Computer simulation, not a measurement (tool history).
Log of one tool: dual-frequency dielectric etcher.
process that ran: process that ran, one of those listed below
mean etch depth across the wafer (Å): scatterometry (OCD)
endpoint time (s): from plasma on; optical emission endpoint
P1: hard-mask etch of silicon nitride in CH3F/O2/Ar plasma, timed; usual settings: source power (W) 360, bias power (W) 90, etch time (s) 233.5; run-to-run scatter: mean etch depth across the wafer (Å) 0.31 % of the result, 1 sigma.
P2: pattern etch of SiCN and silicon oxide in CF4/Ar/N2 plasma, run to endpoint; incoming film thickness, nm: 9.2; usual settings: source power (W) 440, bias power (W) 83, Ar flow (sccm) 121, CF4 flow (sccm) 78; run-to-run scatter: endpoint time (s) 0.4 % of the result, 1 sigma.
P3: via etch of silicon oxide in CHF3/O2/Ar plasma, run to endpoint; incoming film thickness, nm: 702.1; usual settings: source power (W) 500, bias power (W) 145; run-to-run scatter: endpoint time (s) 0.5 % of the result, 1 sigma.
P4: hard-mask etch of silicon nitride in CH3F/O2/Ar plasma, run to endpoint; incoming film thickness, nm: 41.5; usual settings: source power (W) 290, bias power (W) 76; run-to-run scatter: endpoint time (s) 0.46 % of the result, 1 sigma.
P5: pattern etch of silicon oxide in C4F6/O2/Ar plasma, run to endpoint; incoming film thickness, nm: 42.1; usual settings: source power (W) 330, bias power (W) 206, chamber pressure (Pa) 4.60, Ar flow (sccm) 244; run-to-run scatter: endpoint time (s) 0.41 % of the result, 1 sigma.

run,day,process that ran,source power (W),bias power (W),etch time (s),chamber pressure (Pa),Ar flow (sccm),CF4 flow (sccm),hours since the last wet clean,hours since the last source power generator calibration,hours since the last bias power generator calibration,mean etch depth across the wafer (Å),endpoint time (s)
1,0.371,P1,360,90,233.5,,,,77.6,458.3,2049.4,1694.6,
2,0.750,P5,330,206,,4.60,157,,86.7,467.4,2058.5,,13.0160
3,1.146,P3,500,145,,,,,96.2,476.9,2068.0,,404.5800
4,1.533,P2,440,83,,,121,102,105.5,486.2,2077.3,,10.0010
5,1.808,P5,330,206,,4.60,244,,112.1,492.8,2083.9,,13.7500
6,2.238,P5,330,206,,4.60,244,,122.4,503.1,2094.2,,13.6300
7,2.846,P2,440,83,,,121,78,137.0,517.7,2108.8,,10.4520
8,3.475,P2,440,83,,,121,78,152.1,532.8,2123.9,,10.4030
9,3.754,P1,360,117,311.5,,,,158.8,539.5,2130.6,2482.4,
10,4.046,P2,440,83,,,169,78,165.8,546.5,2137.6,,11.0300
11,4.479,P1,360,90,233.5,,,,176.2,556.9,2148.0,1692.0,
12,5.021,P1,360,90,182.5,,,,189.2,569.9,2161.0,1321.9,
13,5.321,P2,440,52,,,121,78,196.4,577.1,2168.2,,12.1830
14,5.704,P3,500,145,,,,,205.6,586.3,2177.4,,406.6600
15,6.292,P1,470,90,233.5,,,,219.7,600.4,2191.5,1872.9,
16,6.825,P3,500,187,,,,,232.5,613.2,2204.3,,370.8400
17,7.362,P1,280,90,128.5,,,,245.4,626.1,2217.2,845.3,
18,7.721,P1,360,90,233.5,,,,254.0,634.7,2225.8,1687.8,
19,8.342,P4,290,76,,,,,268.9,649.6,2240.7,,66.2020
20,8.867,P5,330,206,,3.60,244,,281.5,662.2,2253.3,,13.2690
21,9.342,P5,220,206,,4.60,244,,292.9,673.6,2264.7,,15.9890
22,9.692,P2,560,83,,,121,78,301.3,682.0,2273.1,,8.4403
23,10.171,P1,360,124,233.5,,,,312.8,693.5,2284.6,1908.9,
24,10.792,P1,360,90,345.5,,,,327.7,708.4,2299.5,2511.6,
25,11.358,P4,290,76,,,,,341.3,722.0,2313.1,,67.1400
26,11.900,P5,330,155,,4.60,244,,354.3,735.0,2326.1,,15.0520
27,12.221,P4,290,50,,,,,362.0,742.7,2333.8,,76.8660
28,12.708,P1,260,90,233.5,,,,373.7,754.4,2345.5,1502.8,

Forecast run 29:
29,13.221,P1,360,70,233.5,,,,386.0,766.7,2357.8,?,

Run 29 gave mean etch depth across the wafer (Å) 1544.6.

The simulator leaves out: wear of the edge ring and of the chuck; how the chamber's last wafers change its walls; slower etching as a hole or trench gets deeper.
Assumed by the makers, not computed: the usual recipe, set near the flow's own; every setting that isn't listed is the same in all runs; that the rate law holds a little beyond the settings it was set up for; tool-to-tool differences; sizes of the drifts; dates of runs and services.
